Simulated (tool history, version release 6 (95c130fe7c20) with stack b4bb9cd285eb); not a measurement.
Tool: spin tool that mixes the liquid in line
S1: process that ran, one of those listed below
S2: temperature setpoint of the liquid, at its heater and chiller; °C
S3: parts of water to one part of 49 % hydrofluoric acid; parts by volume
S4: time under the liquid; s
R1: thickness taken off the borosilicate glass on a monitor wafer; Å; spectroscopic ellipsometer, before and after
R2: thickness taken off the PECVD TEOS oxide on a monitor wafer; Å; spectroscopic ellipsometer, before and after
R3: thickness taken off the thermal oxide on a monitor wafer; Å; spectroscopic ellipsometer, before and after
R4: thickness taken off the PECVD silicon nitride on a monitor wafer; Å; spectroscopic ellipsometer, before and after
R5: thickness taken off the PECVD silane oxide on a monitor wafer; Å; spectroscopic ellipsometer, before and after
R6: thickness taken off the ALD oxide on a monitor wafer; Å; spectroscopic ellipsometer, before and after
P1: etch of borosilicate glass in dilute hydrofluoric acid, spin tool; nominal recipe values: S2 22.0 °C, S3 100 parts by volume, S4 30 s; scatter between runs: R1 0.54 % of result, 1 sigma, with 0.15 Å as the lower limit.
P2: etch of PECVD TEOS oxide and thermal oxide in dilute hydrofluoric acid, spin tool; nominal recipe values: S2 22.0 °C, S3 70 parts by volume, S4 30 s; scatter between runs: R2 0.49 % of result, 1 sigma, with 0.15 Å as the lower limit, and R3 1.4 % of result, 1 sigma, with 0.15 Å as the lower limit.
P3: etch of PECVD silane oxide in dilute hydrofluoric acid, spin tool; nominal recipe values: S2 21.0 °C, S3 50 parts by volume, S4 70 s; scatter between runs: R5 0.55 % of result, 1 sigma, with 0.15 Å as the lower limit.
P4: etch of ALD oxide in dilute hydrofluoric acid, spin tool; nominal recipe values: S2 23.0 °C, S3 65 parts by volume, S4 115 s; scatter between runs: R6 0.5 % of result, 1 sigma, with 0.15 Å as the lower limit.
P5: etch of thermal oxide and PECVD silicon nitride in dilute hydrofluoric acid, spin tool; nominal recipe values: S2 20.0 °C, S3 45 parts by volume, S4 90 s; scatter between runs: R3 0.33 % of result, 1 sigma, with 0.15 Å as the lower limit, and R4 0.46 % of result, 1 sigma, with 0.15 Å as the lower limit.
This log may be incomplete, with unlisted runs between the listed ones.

{"run": 1, "day": 0.408, "S1": "P1", "S2": 22.0, "S3": 100, "S4": 30, "R1": 151.71}
{"run": 2, "day": 1.0, "S1": "P2", "S2": 27.0, "S3": 70, "S4": 30, "R2": 131.58, "R3": 22.623}
{"run": 3, "day": 1.583, "S1": "P5", "S2": 27.0, "S3": 45, "S4": 90, "R3": 114.98, "R4": 136.93}
{"run": 4, "day": 2.346, "S1": "P5", "S2": 20.0, "S3": 45, "S4": 90, "R3": 84.707, "R4": 85.047}
{"run": 5, "day": 2.738, "S1": "P3", "S2": 21.0, "S3": 50, "S4": 130, "R5": 552.51}
{"run": 6, "day": 3.371, "S1": "P1", "S2": 27.5, "S3": 100, "S4": 30, "R1": 188.7}
{"run": 7, "day": 4.146, "S1": "P3", "S2": 21.0, "S3": 90, "S4": 70, "R5": 160.87}
{"run": 8, "day": 4.738, "S1": "P3", "S2": 21.0, "S3": 50, "S4": 70, "R5": 301.06}
{"run": 9, "day": 5.262, "S1": "P2", "S2": 22.0, "S3": 70, "S4": 30, "R2": 107.3, "R3": 18.124}
{"run": 10, "day": 5.867, "S1": "P1", "S2": 22.0, "S3": 100, "S4": 30, "R1": 152.05}
{"run": 11, "day": 6.258, "S1": "P3", "S2": 17.0, "S3": 50, "S4": 70, "R5": 252.93}
{"run": 12, "day": 6.675, "S1": "P4", "S2": 23.0, "S3": 65, "S4": 115, "R6": 265.99}
{"run": 13, "day": 7.133, "S1": "P1", "S2": 22.0, "S3": 160, "S4": 30, "R1": 89.314}
{"run": 14, "day": 7.7, "S1": "P4", "S2": 23.0, "S3": 65, "S4": 190, "R6": 438.44}
{"run": 15, "day": 8.083, "S1": "P3", "S2": 21.0, "S3": 50, "S4": 70, "R5": 301.66}
{"run": 16, "day": 8.671, "S1": "P1", "S2": 17.0, "S3": 100, "S4": 30, "R1": 123.64}
{"run": 17, "day": 9.15, "S1": "P4", "S2": 23.0, "S3": 105, "S4": 115, "R6": 156.49}
{"run": 18, "day": 9.821, "S1": "P1", "S2": 17.0, "S3": 35, "S4": 30, "R1": 381.42}
{"run": 19, "day": 10.238, "S1": "P1", "S2": 27.0, "S3": 45, "S4": 30, "R1": 445.46}
{"run": 20, "day": 10.946, "S1": "P5", "S2": 20.0, "S3": 20, "S4": 90, "R3": 199.47, "R4": 185.36}
{"run": 21, "day": 11.379, "S1": "P2", "S2": 22.0, "S3": 95, "S4": 30, "R2": 76.667, "R3": 13.231}
{"run": 22, "day": 11.954, "S1": "P1", "S2": 22.0, "S3": 100, "S4": 30, "R1": 151.98}
{"run": 23, "day": 12.304, "S1": "P5", "S2": 20.0, "S3": 45, "S4": 170, "R3": 161.13, "R4": 159.88}
{"run": 24, "day": 13.058, "S1": "P1", "S2": 22.0, "S3": 100, "S4": 30, "R1": 152.81}
{"run": 25, "day": 13.662, "S1": "P4", "S2": 31.0, "S3": 65, "S4": 115, "R6": 363.34}
{"day": 14.3, "done": "thermometer replaced"}
{"run": 26, "day": 14.308, "S1": "P4", "S2": 23.0, "S3": 65, "S4": 115, "R6": 264.43}
{"run": 27, "day": 14.704, "S1": "P1", "S2": 22.0, "S3": 100, "S4": 30, "R1": 150.17}
{"run": 28, "day": 15.262, "S1": "P1", "S2": 27.0, "S3": 175, "S4": 30, "R1": 96.261}
{"run": 29, "day": 15.942, "S1": "P1", "S2": 22.0, "S3": 100, "S4": 15, "R1": 76.303}
{"run": 30, "day": 16.333, "S1": "P1", "S2": 22.0, "S3": 100, "S4": 30, "R1": 152.65}
{"run": 31, "day": 16.758, "S1": "P1", "S2": 22.0, "S3": 100, "S4": 45, "R1": 227.73}
{"run": 32, "day": 17.429, "S1": "P2", "S2": 22.0, "S3": 70, "S4": 50, "R2": 179.16, "R3": 29.846}
{"run": 33, "day": 18.075, "S1": "P2", "S2": 22.0, "S3": 70, "S4": 30, "R2": 107.06, "R3": 18.125}
{"run": 34, "day": 18.742, "S1": "P1", "S2": 22.0, "S3": 50, "S4": 30, "R1": 324.61}
{"run": 35, "day": 19.483, "S1": "P1", "S2": 22.0, "S3": 100, "S4": 30, "R1": 150.84}
{"run": 36, "day": 20.05, "S1": "P1", "S2": 22.0, "S3": 100, "S4": 30, "R1": 149.35}
{"run": 37, "day": 20.804, "S1": "P1", "S2": 22.0, "S3": 100, "S4": 30, "R1": 145.14}
{"run": 38, "day": 21.504, "S1": "P1", "S2": 22.0, "S3": 100, "S4": 30, "R1": 144.1}
{"run": 39, "day": 21.946, "S1": "P1", "S2": 22.0, "S3": 100, "S4": 30, "R1": 143.9}
{"run": 40, "day": 22.308, "S1": "P1", "S2": 22.0, "S3": 100, "S4": 30, "R1": 142.83}
{"run": 41, "day": 23.096, "S1": "P1", "S2": 22.0, "S3": 100, "S4": 30, "R1": 143.22}
{"run": 42, "day": 23.742, "S1": "P1", "S2": 22.0, "S3": 100, "S4": 30, "R1": 141.83}
{"run": 43, "day": 24.233, "S1": "P1", "S2": 22.0, "S3": 100, "S4": 30, "R1": 141.99}
{"run": 44, "day": 24.804, "S1": "P1", "S2": 22.0, "S3": 100, "S4": 30, "R1": 143.42}

Something has made what P1 gives creep away from where it was; the 2 causes below, each at its own stated size, fit the log equally well:
A: liquid colder than its thermometer reads (K) = 1.67
B: hydrofluoric acid flow below the setpoint (%) = 5.85
The gradual shift began around day 19.483.

Listed below are the offered check runs, one wafer per run, with question marks in place of results. For which of them would the causes give clearly different outcomes?
{"run": "check 1", "day": 25.375, "S1": "P5", "S2": 20.0, "S3": 45, "S4": 90, "R3": "?", "R4": "?"}
{"run": "check 2", "day": 25.375, "S1": "P3", "S2": 21.0, "S3": 50, "S4": 70, "R5": "?"}
{"run": "check 3", "day": 25.375, "S1": "P2", "S2": 22.0, "S3": 70, "S4": 30, "R2": "?", "R3": "?"}
{"run": "check 4", "day": 25.375, "S1": "P4", "S2": 23.0, "S3": 65, "S4": 115, "R6": "?"}

If the cause were each of the candidates in turn, the checks would give the following:
check=check_1 result=R3 if_A=79.734 if_B=80.367
check=check_1 result=R4 if_A=75.742 if_B=80.295
check=check_2 result=R5 if_A=279.36 if_B=281.23
check=check_3 result=R2 if_A=100.640 if_B=101.010
check=check_3 result=R3 if_A=17.285 if_B=17.349
check=check_4 result=R6 if_A=247.03 if_B=247.91
Smallest distance between any two causes, each pair judged by its most separating result, in per cent: check 1 5.84 %; check 2 0.67 %; check 3 0.37 %; check 4 0.36 %
Check 1 is the one run that separates the causes; every other check would come out nearly the same whichever cause is at work.

Check 1 has now been run. It gave: R3 80.151 Å; R4 75.632 Å. Which of the candidate causes is it?

The correct cause is A, namely: liquid colder than its thermometer reads (K).
